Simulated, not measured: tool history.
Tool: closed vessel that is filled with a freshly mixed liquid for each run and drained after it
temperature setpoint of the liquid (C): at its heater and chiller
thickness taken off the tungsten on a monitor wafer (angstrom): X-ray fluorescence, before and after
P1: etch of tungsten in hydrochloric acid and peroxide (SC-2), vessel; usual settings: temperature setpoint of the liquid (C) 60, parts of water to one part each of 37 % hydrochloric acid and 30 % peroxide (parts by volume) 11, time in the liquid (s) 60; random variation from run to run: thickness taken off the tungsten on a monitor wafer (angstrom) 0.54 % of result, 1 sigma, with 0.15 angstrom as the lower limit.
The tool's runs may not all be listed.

| run | hour | temperature setpoint of the liquid (C) | parts of water to one part each of 37 % hydrochloric acid and 30 % peroxide (parts by volume) | time in the liquid (s) | hours since the thermometer was replaced | hours since the chemicals flow meter was replaced | hours since the drum of peroxide was connected | thickness taken off the tungsten on a monitor wafer (angstrom) |
|---|---|---|---|---|---|---|---|---|
| 1 | 17.1 | 60 | 11 | 60 | 403 | 1298.9 | 151.2 | 229.45 |
| 2 | 30.2 | 60 | 11 | 60 | 416.1 | 1312 | 164.3 | 228.12 |
| 3 | 40.2 | 60 | 4 | 60 | 426.1 | 1322 | 174.3 | 494.8 |
| 4 | 52.6 | 60 | 11 | 60 | 438.5 | 1334.4 | 186.7 | 226.64 |
|  | 57.2 | chemicals flow meter replaced |
| 5 | 66.7 | 60 | 11 | 110 | 452.6 | 9.5 | 200.8 | 418.73 |
| 6 | 83.6 | 60 | 11 | 60 | 469.5 | 26.4 | 217.7 | 227.25 |
| 7 | 91.6 | 60 | 11 | 60 | 477.5 | 34.4 | 225.7 | 229.78 |
| 8 | 107.8 | 60 | 11 | 30 | 493.7 | 50.6 | 241.9 | 114.02 |
| 9 | 120.6 | 60 | 20 | 60 | 506.5 | 63.4 | 254.7 | 135.44 |
| 10 | 134.9 | 60 | 11 | 60 | 520.8 | 77.7 | 269 | 229.49 |
| 11 | 144.1 | 72 | 11 | 60 | 530 | 86.9 | 278.2 | 471.8 |
| 12 | 156.4 | 47.5 | 11 | 60 | 542.3 | 99.2 | 290.5 | 100.1 |
| 13 | 168.1 | 60 | 16 | 115 | 554 | 110.9 | 302.2 | 317.06 |
| 14 | 182.2 | 60 | 7.5 | 95 | 568.1 | 125 | 316.3 | 497.25 |
| 15 | 193.7 | 60 | 11 | 60 | 579.6 | 136.5 | 327.8 | 227.19 |
| 16 | 208.3 | 60 | 11 | 60 | 594.2 | 151.1 | 342.4 | 237.61 |
| 17 | 221.8 | 60 | 11 | 60 | 607.7 | 164.6 | 355.9 | 244.24 |
| 18 | 237.2 | 60 | 11 | 60 | 623.1 | 180 | 371.3 | 247.02 |
| 19 | 248.6 | 60 | 11 | 60 | 634.5 | 191.4 | 382.7 | 247.6 |
| 20 | 259.1 | 60 | 11 | 60 | 645 | 201.9 | 393.2 | 247.38 |
| 21 | 267.1 | 60 | 11 | 60 | 653 | 209.9 | 401.2 | 250.08 |
| 22 | 278.1 | 60 | 11 | 60 | 664 | 220.9 | 412.2 | 248.33 |
| 23 | 287.5 | 60 | 11 | 60 | 673.4 | 230.3 | 421.6 | 250.46 |
| 24 | 296.8 | 60 | 11 | 60 | 682.7 | 239.6 | 430.9 | 247.35 |
| 25 | 314.4 | 60 | 11 | 60 | 700.3 | 257.2 | 448.5 | 248.73 |
| 26 | 329 | 60 | 11 | 60 | 714.9 | 271.8 | 463.1 | 249.72 |

The log shows P1 creeping away from where it was. Any of the 2 causes listed here, at the size stated for it, fits the log just as well as the others:
A: chemicals flow above the setpoint (%) = 11.5
B: liquid hotter than its thermometer reads (K) = 1.47
The creep began at about hour 193.7.
Other possible causes, and why each is ruled out:
peroxide weaker than its label (%): 8 at the very most, moving thickness taken off the tungsten on a monitor wafer (angstrom) by -7.4 %, which is either too weak or the wrong sign

Which of the check runs below tells the causes apart, meaning the causes would give it clearly different results? Each run uses 2 wafers whose results are averaged, and each result is shown as a question mark.
| check 1 | 343.6 | 60 | 19.5 | 30 |  |  |  | ? |
| check 2 | 343.6 | 60 | 16.5 | 60 |  |  |  | ? |
| check 3 | 343.6 | 49 | 4 | 60 |  |  |  | ? |
| check 4 | 343.6 | 72 | 11 | 60 |  |  |  | ? |

If the cause were each of the candidates in turn, the checks would give the following:
| check | result | if A | if B |
|---|---|---|---|
| check 1 | thickness taken off the tungsten on a monitor wafer (angstrom) | 76.36 | 75.873 |
| check 2 | thickness taken off the tungsten on a monitor wafer (angstrom) | 177.19 | 176.35 |
| check 3 | thickness taken off the tungsten on a monitor wafer (angstrom) | 260.96 | 268.07 |
| check 4 | thickness taken off the tungsten on a monitor wafer (angstrom) | 518.78 | 515.78 |
How far apart the two closest causes lie, in the result that separates them most: check 1 0.64 %; check 2 0.47 %; check 3 2.69 %; check 4 0.58 %
Of the check runs offered, only check 3 discriminates between the causes; the rest would read about the same regardless of which cause applies.

The results of check 3 are: thickness taken off the tungsten on a monitor wafer (angstrom) 262.8. Based on these, which of the listed causes is it?

A is the cause: chemicals flow above the setpoint (%).

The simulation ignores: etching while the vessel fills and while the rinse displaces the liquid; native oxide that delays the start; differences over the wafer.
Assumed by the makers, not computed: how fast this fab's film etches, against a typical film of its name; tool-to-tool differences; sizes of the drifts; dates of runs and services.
